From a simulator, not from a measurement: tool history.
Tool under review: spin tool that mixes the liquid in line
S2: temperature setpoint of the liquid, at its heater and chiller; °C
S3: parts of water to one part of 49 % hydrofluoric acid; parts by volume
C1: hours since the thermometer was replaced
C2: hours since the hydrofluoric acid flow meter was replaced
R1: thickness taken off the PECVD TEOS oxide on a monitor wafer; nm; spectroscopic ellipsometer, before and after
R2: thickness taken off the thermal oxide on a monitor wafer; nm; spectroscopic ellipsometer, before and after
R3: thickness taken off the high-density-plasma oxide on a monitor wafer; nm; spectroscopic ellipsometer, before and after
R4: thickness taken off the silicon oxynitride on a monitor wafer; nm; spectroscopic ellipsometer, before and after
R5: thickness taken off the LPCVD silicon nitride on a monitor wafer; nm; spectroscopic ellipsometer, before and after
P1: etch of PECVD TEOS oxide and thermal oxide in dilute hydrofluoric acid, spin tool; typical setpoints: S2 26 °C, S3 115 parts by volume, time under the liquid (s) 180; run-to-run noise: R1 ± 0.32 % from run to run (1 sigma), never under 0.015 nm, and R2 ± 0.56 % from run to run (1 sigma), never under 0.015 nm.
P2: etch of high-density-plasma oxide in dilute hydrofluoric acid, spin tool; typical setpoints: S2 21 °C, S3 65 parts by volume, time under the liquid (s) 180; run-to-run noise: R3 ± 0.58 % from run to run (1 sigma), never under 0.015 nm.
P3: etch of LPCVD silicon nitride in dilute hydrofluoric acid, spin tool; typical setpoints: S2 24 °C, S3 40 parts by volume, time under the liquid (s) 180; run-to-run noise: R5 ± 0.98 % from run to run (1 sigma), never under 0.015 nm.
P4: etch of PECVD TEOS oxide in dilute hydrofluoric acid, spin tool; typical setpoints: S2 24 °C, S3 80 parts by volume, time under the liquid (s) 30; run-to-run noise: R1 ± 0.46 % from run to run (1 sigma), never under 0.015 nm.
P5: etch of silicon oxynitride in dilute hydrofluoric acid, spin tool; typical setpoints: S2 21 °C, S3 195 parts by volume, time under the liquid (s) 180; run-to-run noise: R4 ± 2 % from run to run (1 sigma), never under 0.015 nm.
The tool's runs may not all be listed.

{"run": 1, "hour": 2.6, "process that ran": "P1", "S2": 26, "S3": 115, "time under the liquid (s)": 180, "C1": 1924.7, "C2": 880.4, "R1": 20.35, "R2": 7.943}
{"run": 2, "hour": 5.1, "process that ran": "P2", "S2": 21, "S3": 65, "time under the liquid (s)": 180, "C1": 1927.2, "C2": 882.9, "R3": 13.28}
{"run": 3, "hour": 8.9, "process that ran": "P5", "S2": 17, "S3": 195, "time under the liquid (s)": 180, "C1": 1931, "C2": 886.7, "R4": 1.0403}
{"run": 4, "hour": 12.4, "process that ran": "P2", "S2": 27, "S3": 65, "time under the liquid (s)": 180, "C1": 1934.5, "C2": 890.2, "R3": 17.043}
{"run": 5, "hour": 16.1, "process that ran": "P1", "S2": 33.5, "S3": 115, "time under the liquid (s)": 180, "C1": 1938.2, "C2": 893.9, "R1": 26.777, "R2": 10.336}
{"run": 6, "hour": 20.4, "process that ran": "P4", "S2": 17, "S3": 80, "time under the liquid (s)": 30, "C1": 1942.5, "C2": 898.2, "R1": 3.9732}
{"run": 7, "hour": 22.9, "process that ran": "P4", "S2": 24, "S3": 80, "time under the liquid (s)": 30, "C1": 1945, "C2": 900.7, "R1": 5.2957}
{"run": 8, "hour": 25.7, "process that ran": "P1", "S2": 26, "S3": 115, "time under the liquid (s)": 180, "C1": 1947.8, "C2": 903.5, "R1": 20.461, "R2": 7.7661}
{"run": 9, "hour": 28.9, "process that ran": "P3", "S2": 17.5, "S3": 40, "time under the liquid (s)": 180, "C1": 1951, "C2": 906.7, "R5": 1.4853}
{"run": 10, "hour": 31.0, "process that ran": "P5", "S2": 21, "S3": 195, "time under the liquid (s)": 180, "C1": 1953.1, "C2": 908.8, "R4": 1.2484}
{"run": 11, "hour": 33.1, "process that ran": "P3", "S2": 24, "S3": 40, "time under the liquid (s)": 345, "C1": 1955.2, "C2": 910.9, "R5": 4.4791}
{"run": 12, "hour": 35.1, "process that ran": "P1", "S2": 26, "S3": 115, "time under the liquid (s)": 180, "C1": 1957.2, "C2": 912.9, "R1": 20.354, "R2": 7.8044}
{"run": 13, "hour": 38.5, "process that ran": "P1", "S2": 19, "S3": 175, "time under the liquid (s)": 180, "C1": 1960.6, "C2": 916.3, "R1": 9.5069, "R2": 3.6421}
{"run": 14, "hour": 41.0, "process that ran": "P1", "S2": 26, "S3": 115, "time under the liquid (s)": 180, "C1": 1963.1, "C2": 918.8, "R1": 20.249, "R2": 7.8456}
{"run": 15, "hour": 45.2, "process that ran": "P1", "S2": 26, "S3": 30, "time under the liquid (s)": 180, "C1": 1967.3, "C2": 923, "R1": 86.83, "R2": 33.742}
{"run": 16, "hour": 49.2, "process that ran": "P3", "S2": 24, "S3": 40, "time under the liquid (s)": 180, "C1": 1971.3, "C2": 927, "R5": 2.3009}
{"run": 17, "hour": 51.9, "process that ran": "P1", "S2": 26, "S3": 115, "time under the liquid (s)": 45, "C1": 1974, "C2": 929.7, "R1": 5.0773, "R2": 1.9604}
{"run": 18, "hour": 54.5, "process that ran": "P3", "S2": 24, "S3": 20, "time under the liquid (s)": 180, "C1": 1976.6, "C2": 932.3, "R5": 4.5715}
{"run": 19, "hour": 57.6, "process that ran": "P2", "S2": 21, "S3": 95, "time under the liquid (s)": 180, "C1": 1979.7, "C2": 935.4, "R3": 8.7697}
{"run": 20, "hour": 61.3, "process that ran": "P4", "S2": 24, "S3": 140, "time under the liquid (s)": 30, "C1": 1983.4, "C2": 939.1, "R1": 2.8365}
{"run": 21, "hour": 65.6, "process that ran": "P5", "S2": 21, "S3": 195, "time under the liquid (s)": 260, "C1": 1987.7, "C2": 943.4, "R4": 1.8223}
{"run": 22, "hour": 70.0, "process that ran": "P1", "S2": 26, "S3": 210, "time under the liquid (s)": 180, "C1": 1992.1, "C2": 947.8, "R1": 9.9789, "R2": 3.8544}
{"run": 23, "hour": 73.7, "process that ran": "P5", "S2": 21, "S3": 195, "time under the liquid (s)": 180, "C1": 1995.8, "C2": 951.5, "R4": 1.3032}
{"run": 24, "hour": 77.7, "process that ran": "P2", "S2": 21, "S3": 65, "time under the liquid (s)": 320, "C1": 1999.8, "C2": 955.5, "R3": 23.767}
{"run": 25, "hour": 82.0, "process that ran": "P5", "S2": 21, "S3": 305, "time under the liquid (s)": 180, "C1": 2004.1, "C2": 959.8, "R4": 0.73961}
{"run": 26, "hour": 85.8, "process that ran": "P4", "S2": 24, "S3": 80, "time under the liquid (s)": 15, "C1": 2007.9, "C2": 963.6, "R1": 2.6395}
{"run": 27, "hour": 89.6, "process that ran": "P1", "S2": 26, "S3": 200, "time under the liquid (s)": 345, "C1": 2011.7, "C2": 967.4, "R1": 20.309, "R2": 7.7351}
{"run": 28, "hour": 92.4, "process that ran": "P1", "S2": 19, "S3": 115, "time under the liquid (s)": 180, "C1": 2014.5, "C2": 970.2, "R1": 15.343, "R2": 5.9487}
{"run": 29, "hour": 94.8, "process that ran": "P1", "S2": 26, "S3": 115, "time under the liquid (s)": 320, "C1": 2016.9, "C2": 972.6, "R1": 36.073, "R2": 13.908}
{"run": 30, "hour": 97.6, "process that ran": "P1", "S2": 26, "S3": 115, "time under the liquid (s)": 180, "C1": 2019.7, "C2": 975.4, "R1": 20.202, "R2": 7.8121}
{"run": 31, "hour": 101.3, "process that ran": "P1", "S2": 26, "S3": 115, "time under the liquid (s)": 180, "C1": 2023.4, "C2": 979.1, "R1": 20.874, "R2": 8.0974}
{"run": 32, "hour": 105.3, "process that ran": "P1", "S2": 26, "S3": 115, "time under the liquid (s)": 180, "C1": 2027.4, "C2": 983.1, "R1": 21.272, "R2": 8.2596}
{"run": 33, "hour": 109.3, "process that ran": "P1", "S2": 26, "S3": 115, "time under the liquid (s)": 180, "C1": 2031.4, "C2": 987.1, "R1": 21.387, "R2": 8.3344}
{"run": 34, "hour": 113.2, "process that ran": "P1", "S2": 26, "S3": 115, "time under the liquid (s)": 180, "C1": 2035.3, "C2": 991, "R1": 21.74, "R2": 8.3759}
{"run": 35, "hour": 116.1, "process that ran": "P1", "S2": 26, "S3": 115, "time under the liquid (s)": 180, "C1": 2038.2, "C2": 993.9, "R1": 21.91, "R2": 8.4349}
{"run": 36, "hour": 118.8, "process that ran": "P1", "S2": 26, "S3": 115, "time under the liquid (s)": 180, "C1": 2040.9, "C2": 996.6, "R1": 21.749, "R2": 8.3943}
{"run": 37, "hour": 122.1, "process that ran": "P1", "S2": 26, "S3": 115, "time under the liquid (s)": 180, "C1": 2044.2, "C2": 999.9, "R1": 21.686, "R2": 8.4356}
{"run": 38, "hour": 125.9, "process that ran": "P1", "S2": 26, "S3": 115, "time under the liquid (s)": 180, "C1": 2048, "C2": 1003.7, "R1": 21.714, "R2": 8.4194}

Compared with where it was, what P1 gives has crept away. Each cause listed below fits the log as well as the rest, at the size given for it:
A: hydrofluoric acid flow above the setpoint (%) = 6.71
B: liquid hotter than its thermometer reads (K) = 1.95
Onset of the creep was near hour 97.6.

Below are 4 check runs, each averaged over 2 wafers, with their results shown as question marks. Which of them would give clearly different results depending on which cause is behind the drift?
{"run": "check 1", "hour": 129.7, "process that ran": "P4", "S2": 24, "S3": 125, "time under the liquid (s)": 30, "R1": "?"}
{"run": "check 2", "hour": 129.7, "process that ran": "P2", "S2": 25.5, "S3": 65, "time under the liquid (s)": 180, "R3": "?"}
{"run": "check 3", "hour": 129.7, "process that ran": "P3", "S2": 24, "S3": 40, "time under the liquid (s)": 330, "R5": "?"}
{"run": "check 4", "hour": 129.7, "process that ran": "P5", "S2": 21, "S3": 250, "time under the liquid (s)": 180, "R4": "?"}

If the cause were each of the candidates in turn, the checks would give the following:
check=check_1 result=R1 if_A=3.4633 if_B=3.4662
check=check_2 result=R3 if_A=17.154 if_B=17.278
check=check_3 result=R5 if_A=4.5445 if_B=4.8637
check=check_4 result=R4 if_A=1.0333 if_B=1.0452
How far apart the two closest causes lie, in the result that separates them most: check 1 0.09 %; check 2 0.72 %; check 3 6.79 %; check 4 1.14 %
The other checks would show nearly matching results whichever cause is true, so check 3 is the only one that separates the causes.

Running check 3 produced the following: R5 4.8716 nm. Which one of the listed causes fits?

It was cause B: liquid hotter than its thermometer reads (K).
